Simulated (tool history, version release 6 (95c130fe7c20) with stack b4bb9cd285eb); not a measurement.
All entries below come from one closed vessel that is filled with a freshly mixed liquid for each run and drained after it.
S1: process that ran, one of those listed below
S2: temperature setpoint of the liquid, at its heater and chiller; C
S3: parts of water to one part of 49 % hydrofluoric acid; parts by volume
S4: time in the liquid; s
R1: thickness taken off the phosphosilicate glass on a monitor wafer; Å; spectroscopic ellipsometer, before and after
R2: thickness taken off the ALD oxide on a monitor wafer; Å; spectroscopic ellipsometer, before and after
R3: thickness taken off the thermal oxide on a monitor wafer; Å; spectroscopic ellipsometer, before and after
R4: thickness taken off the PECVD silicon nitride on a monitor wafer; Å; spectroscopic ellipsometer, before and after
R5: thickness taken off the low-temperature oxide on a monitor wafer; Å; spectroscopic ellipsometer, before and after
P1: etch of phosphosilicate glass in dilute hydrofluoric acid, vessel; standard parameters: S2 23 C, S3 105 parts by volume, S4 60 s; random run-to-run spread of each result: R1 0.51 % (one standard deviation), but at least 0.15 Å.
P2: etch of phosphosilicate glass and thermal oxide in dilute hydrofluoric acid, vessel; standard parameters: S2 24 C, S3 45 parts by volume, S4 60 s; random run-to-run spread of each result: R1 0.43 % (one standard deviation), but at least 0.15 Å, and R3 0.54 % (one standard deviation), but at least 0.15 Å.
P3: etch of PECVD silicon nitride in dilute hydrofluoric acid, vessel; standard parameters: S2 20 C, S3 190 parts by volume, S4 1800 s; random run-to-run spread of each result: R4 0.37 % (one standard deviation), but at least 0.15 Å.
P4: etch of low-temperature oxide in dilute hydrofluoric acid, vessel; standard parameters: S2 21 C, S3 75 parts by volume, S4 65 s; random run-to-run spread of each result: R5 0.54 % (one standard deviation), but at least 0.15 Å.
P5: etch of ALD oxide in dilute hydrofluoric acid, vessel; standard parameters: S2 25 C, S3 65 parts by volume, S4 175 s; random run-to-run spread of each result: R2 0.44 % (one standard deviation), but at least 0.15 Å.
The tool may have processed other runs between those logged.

{"run": 1, "hour": 11.2, "S1": "P1", "S2": 23, "S3": 105, "S4": 60, "R1": 357.73}
{"run": 2, "hour": 26.1, "S1": "P5", "S2": 25, "S3": 65, "S4": 175, "R2": 571.49}
{"run": 3, "hour": 35.5, "S1": "P1", "S2": 17, "S3": 105, "S4": 60, "R1": 280.21}
{"run": 4, "hour": 42.5, "S1": "P2", "S2": 30, "S3": 45, "S4": 60, "R1": 2504.6, "R3": 89.087}
{"run": 5, "hour": 50.7, "S1": "P1", "S2": 23, "S3": 30, "S4": 30, "R1": 686.45}
{"run": 6, "hour": 59.0, "S1": "P5", "S2": 25, "S3": 65, "S4": 90, "R2": 295.61}
{"run": 7, "hour": 74.0, "S1": "P2", "S2": 24, "S3": 45, "S4": 60, "R1": 1940, "R3": 70.33}
{"run": 8, "hour": 81.9, "S1": "P3", "S2": 20, "S3": 90, "S4": 1800, "R4": 262.59}
{"run": 9, "hour": 90.4, "S1": "P1", "S2": 23, "S3": 105, "S4": 60, "R1": 356.36}
{"run": 10, "hour": 100.6, "S1": "P1", "S2": 23, "S3": 105, "S4": 60, "R1": 357.49}
{"run": 11, "hour": 108.2, "S1": "P2", "S2": 24, "S3": 30, "S4": 60, "R1": 2962.2, "R3": 106.4}
{"run": 12, "hour": 122.0, "S1": "P1", "S2": 23, "S3": 150, "S4": 110, "R1": 436.02}
{"run": 13, "hour": 135.3, "S1": "P1", "S2": 23, "S3": 105, "S4": 60, "R1": 358.57}
{"run": 14, "hour": 144.4, "S1": "P1", "S2": 23, "S3": 25, "S4": 60, "R1": 1663.1}
{"run": 15, "hour": 152.2, "S1": "P1", "S2": 23, "S3": 105, "S4": 100, "R1": 590.49}
{"run": 16, "hour": 160.4, "S1": "P1", "S2": 23, "S3": 105, "S4": 30, "R1": 178.32}
{"run": 17, "hour": 167.2, "S1": "P4", "S2": 17.5, "S3": 75, "S4": 65, "R5": 109.55}
{"run": 18, "hour": 182.2, "S1": "P5", "S2": 20.5, "S3": 65, "S4": 175, "R2": 474.97}
{"run": 19, "hour": 195.6, "S1": "P4", "S2": 21, "S3": 120, "S4": 65, "R5": 75.135}
{"run": 20, "hour": 205.9, "S1": "P3", "S2": 17, "S3": 190, "S4": 1800, "R4": 103.7}
{"run": 21, "hour": 216.9, "S1": "P1", "S2": 23, "S3": 105, "S4": 60, "R1": 355.51}
{"run": 22, "hour": 228.1, "S1": "P4", "S2": 21, "S3": 75, "S4": 65, "R5": 127.23}
{"run": 23, "hour": 241.7, "S1": "P4", "S2": 21, "S3": 75, "S4": 30, "R5": 58.155}
{"run": 24, "hour": 252.8, "S1": "P5", "S2": 25, "S3": 40, "S4": 175, "R2": 964.86}
{"run": 25, "hour": 265.8, "S1": "P1", "S2": 23, "S3": 105, "S4": 60, "R1": 357.13}
{"run": 26, "hour": 280.1, "S1": "P4", "S2": 21, "S3": 75, "S4": 65, "R5": 126.23}
{"run": 27, "hour": 288.0, "S1": "P2", "S2": 24, "S3": 45, "S4": 30, "R1": 970.71, "R3": 35.266}
{"hour": 301.5, "done": "hydrofluoric acid flow meter replaced"}
{"run": 28, "hour": 302.9, "S1": "P2", "S2": 24, "S3": 45, "S4": 60, "R1": 1952.1, "R3": 69.891}
{"run": 29, "hour": 313.7, "S1": "P3", "S2": 20, "S3": 190, "S4": 3195, "R4": 223.76}
{"run": 30, "hour": 325.5, "S1": "P3", "S2": 20, "S3": 190, "S4": 1800, "R4": 126.96}
{"run": 31, "hour": 338.3, "S1": "P1", "S2": 28, "S3": 105, "S4": 60, "R1": 435.1}
{"run": 32, "hour": 349.6, "S1": "P1", "S2": 23, "S3": 185, "S4": 60, "R1": 186.66}
{"run": 33, "hour": 356.4, "S1": "P1", "S2": 23, "S3": 105, "S4": 60, "R1": 357.47}
{"run": 34, "hour": 367.7, "S1": "P1", "S2": 23, "S3": 105, "S4": 60, "R1": 370.73}
{"run": 35, "hour": 380.8, "S1": "P1", "S2": 23, "S3": 105, "S4": 60, "R1": 379.65}
{"run": 36, "hour": 394.8, "S1": "P1", "S2": 23, "S3": 105, "S4": 60, "R1": 383.28}
{"run": 37, "hour": 401.8, "S1": "P1", "S2": 23, "S3": 105, "S4": 60, "R1": 387.49}
{"run": 38, "hour": 416.2, "S1": "P1", "S2": 23, "S3": 105, "S4": 60, "R1": 386.69}
{"run": 39, "hour": 429.2, "S1": "P1", "S2": 23, "S3": 105, "S4": 60, "R1": 390.71}
{"run": 40, "hour": 439.8, "S1": "P1", "S2": 23, "S3": 105, "S4": 60, "R1": 387.02}

P1 no longer gives what it gave before; its output has crept away from where it was. The following 2 causes, each at its listed size, fit the log equally well:
A: hydrofluoric acid flow above the setpoint (%) = 7.68
B: liquid hotter than its thermometer reads (K) = 2.11
At approximately hour 356.4, the process output began to creep.

Below are 4 check runs, each on a single wafer, with their results shown as question marks. Which of them would tell the listed causes apart, meaning the causes would give clearly different results under it?
{"run": "check 1", "hour": 450.4, "S1": "P3", "S2": 20, "S3": 190, "S4": 1800, "R4": "?"}
{"run": "check 2", "hour": 450.4, "S1": "P4", "S2": 21, "S3": 75, "S4": 65, "R5": "?"}
{"run": "check 3", "hour": 450.4, "S1": "P5", "S2": 25, "S3": 65, "S4": 175, "R2": "?"}
{"run": "check 4", "hour": 450.4, "S1": "P2", "S2": 24, "S3": 45, "S4": 60, "R1": "?", "R3": "?"}

How each check would come out, cause by cause:
check=check_1 result=R4 if_A=136.28 if_B=145.53
check=check_2 result=R5 if_A=138.01 if_B=138.86
check=check_3 result=R2 if_A=620.18 if_B=622.73
check=check_4 result=R1 if_A=2113.1 if_B=2130.5
check=check_4 result=R3 if_A=75.93 if_B=76.553
How far apart the two closest causes lie, in the result that separates them most: check 1 6.57 %; check 2 0.62 %; check 3 0.41 %; check 4 0.82 %
The other checks would show nearly matching results whichever cause is true, so check 1 is the only one that separates the causes.

Running check 1 produced the following: R4 144.91 Å. Which one of the listed causes fits?

B is the cause: liquid hotter than its thermometer reads (K).
